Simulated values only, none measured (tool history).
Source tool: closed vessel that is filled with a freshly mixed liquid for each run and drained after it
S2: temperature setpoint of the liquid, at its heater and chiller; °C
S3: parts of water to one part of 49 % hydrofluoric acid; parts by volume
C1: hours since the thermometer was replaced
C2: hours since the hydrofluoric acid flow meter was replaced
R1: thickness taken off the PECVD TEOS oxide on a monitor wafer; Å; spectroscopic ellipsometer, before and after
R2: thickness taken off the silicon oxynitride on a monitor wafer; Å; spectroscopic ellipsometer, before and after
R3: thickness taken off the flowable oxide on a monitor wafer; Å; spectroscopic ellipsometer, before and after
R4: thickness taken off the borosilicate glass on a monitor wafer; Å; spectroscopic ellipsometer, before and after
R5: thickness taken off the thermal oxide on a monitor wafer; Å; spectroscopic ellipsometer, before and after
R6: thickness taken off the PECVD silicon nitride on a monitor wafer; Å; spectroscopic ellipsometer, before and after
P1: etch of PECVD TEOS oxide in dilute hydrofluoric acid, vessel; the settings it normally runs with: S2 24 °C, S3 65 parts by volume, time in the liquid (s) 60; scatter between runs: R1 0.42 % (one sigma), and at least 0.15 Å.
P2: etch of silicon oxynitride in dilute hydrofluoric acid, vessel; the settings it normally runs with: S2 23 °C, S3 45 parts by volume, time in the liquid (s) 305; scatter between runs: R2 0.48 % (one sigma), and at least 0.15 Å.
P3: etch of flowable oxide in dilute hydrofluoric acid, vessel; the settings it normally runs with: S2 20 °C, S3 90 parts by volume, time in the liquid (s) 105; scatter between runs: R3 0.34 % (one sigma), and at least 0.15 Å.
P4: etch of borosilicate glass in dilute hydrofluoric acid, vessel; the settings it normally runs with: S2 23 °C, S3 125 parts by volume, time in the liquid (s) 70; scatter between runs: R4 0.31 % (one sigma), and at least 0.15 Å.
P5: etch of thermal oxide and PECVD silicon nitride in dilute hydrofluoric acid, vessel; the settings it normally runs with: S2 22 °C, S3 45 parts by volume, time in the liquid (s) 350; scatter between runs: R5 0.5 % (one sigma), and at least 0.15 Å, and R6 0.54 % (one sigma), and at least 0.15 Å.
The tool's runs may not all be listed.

Run 1, hour 7.8: process that ran P1, S2 24 °C, S3 65 parts by volume, time in the liquid (s) 60; C1 1230.6; C2 322.6. Result: R1 129.93 Å.
Run 2, hour 21.4: process that ran P1, S2 24 °C, S3 65 parts by volume, time in the liquid (s) 30; C1 1244.2; C2 336.2. Result: R1 64.586 Å.
Run 3, hour 32.3: process that ran P2, S2 23 °C, S3 45 parts by volume, time in the liquid (s) 305; C1 1255.1; C2 347.1. Result: R2 216.15 Å.
Run 4, hour 38.8: process that ran P3, S2 26.5 °C, S3 90 parts by volume, time in the liquid (s) 105; C1 1261.6; C2 353.6. Result: R3 665.21 Å.
Run 5, hour 45.2: process that ran P4, S2 23 °C, S3 125 parts by volume, time in the liquid (s) 70; C1 1268; C2 360. Result: R4 137.13 Å.
Run 6, hour 52: process that ran P3, S2 20 °C, S3 35 parts by volume, time in the liquid (s) 105; C1 1274.8; C2 366.8. Result: R3 1413.5 Å.
Run 7, hour 60.4: process that ran P1, S2 24 °C, S3 65 parts by volume, time in the liquid (s) 60; C1 1283.2; C2 375.2. Result: R1 129.74 Å.
Run 8, hour 66.8: process that ran P1, S2 24 °C, S3 110 parts by volume, time in the liquid (s) 60; C1 1289.6; C2 381.6. Result: R1 72.721 Å.
Run 9, hour 78.6: process that ran P4, S2 23 °C, S3 125 parts by volume, time in the liquid (s) 70; C1 1301.4; C2 393.4. Result: R4 136.08 Å.
Run 10, hour 91.9: process that ran P4, S2 23 °C, S3 220 parts by volume, time in the liquid (s) 70; C1 1314.7; C2 406.7. Result: R4 70.158 Å.
Run 11, hour 102.2: process that ran P1, S2 24 °C, S3 65 parts by volume, time in the liquid (s) 60; C1 1325; C2 417. Result: R1 129.02 Å.
Run 12, hour 109.3: process that ran P4, S2 23 °C, S3 125 parts by volume, time in the liquid (s) 30; C1 1332.1; C2 424.1. Result: R4 58.296 Å.
Run 13, hour 117.4: process that ran P1, S2 24 °C, S3 65 parts by volume, time in the liquid (s) 60; C1 1340.2; C2 432.2. Result: R1 130.19 Å.
Run 14, hour 129.4: process that ran P2, S2 31 °C, S3 45 parts by volume, time in the liquid (s) 305; C1 1352.2; C2 444.2. Result: R2 319.37 Å.
Run 15, hour 136: process that ran P3, S2 20 °C, S3 90 parts by volume, time in the liquid (s) 30; C1 1358.8; C2 450.8. Result: R3 146.5 Å.
Run 16, hour 146.9: process that ran P5, S2 30.5 °C, S3 45 parts by volume, time in the liquid (s) 350; C1 1369.7; C2 461.7. Result: R5 545.36 Å, R6 329.91 Å.
Run 17, hour 158.8: process that ran P3, S2 20 °C, S3 90 parts by volume, time in the liquid (s) 105; C1 1381.6; C2 473.6. Result: R3 515.12 Å.
Run 18, hour 166.3: process that ran P3, S2 20 °C, S3 90 parts by volume, time in the liquid (s) 105; C1 1389.1; C2 481.1. Result: R3 510.77 Å.
Run 19, hour 173.7: process that ran P1, S2 24 °C, S3 65 parts by volume, time in the liquid (s) 110; C1 1396.5; C2 488.5. Result: R1 237.47 Å.
Run 20, hour 183.9: process that ran P5, S2 22 °C, S3 45 parts by volume, time in the liquid (s) 30; C1 1406.7; C2 498.7. Result: R5 33.187 Å, R6 16.019 Å.
Run 21, hour 191: process that ran P2, S2 23 °C, S3 60 parts by volume, time in the liquid (s) 305; C1 1413.8; C2 505.8. Result: R2 160.23 Å.
Run 22, hour 199.8: process that ran P1, S2 17 °C, S3 100 parts by volume, time in the liquid (s) 60; C1 1422.6; C2 514.6. Result: R1 60.666 Å.

Run 23 is up next; what results do you expect?
Run 23, hour 206.2: process that ran P1, S2 24 °C, S3 25 parts by volume, time in the liquid (s) 60; C1 1429; C2 521. Result: R1 ?.

Run 23 yielded R1 356.99 Å.

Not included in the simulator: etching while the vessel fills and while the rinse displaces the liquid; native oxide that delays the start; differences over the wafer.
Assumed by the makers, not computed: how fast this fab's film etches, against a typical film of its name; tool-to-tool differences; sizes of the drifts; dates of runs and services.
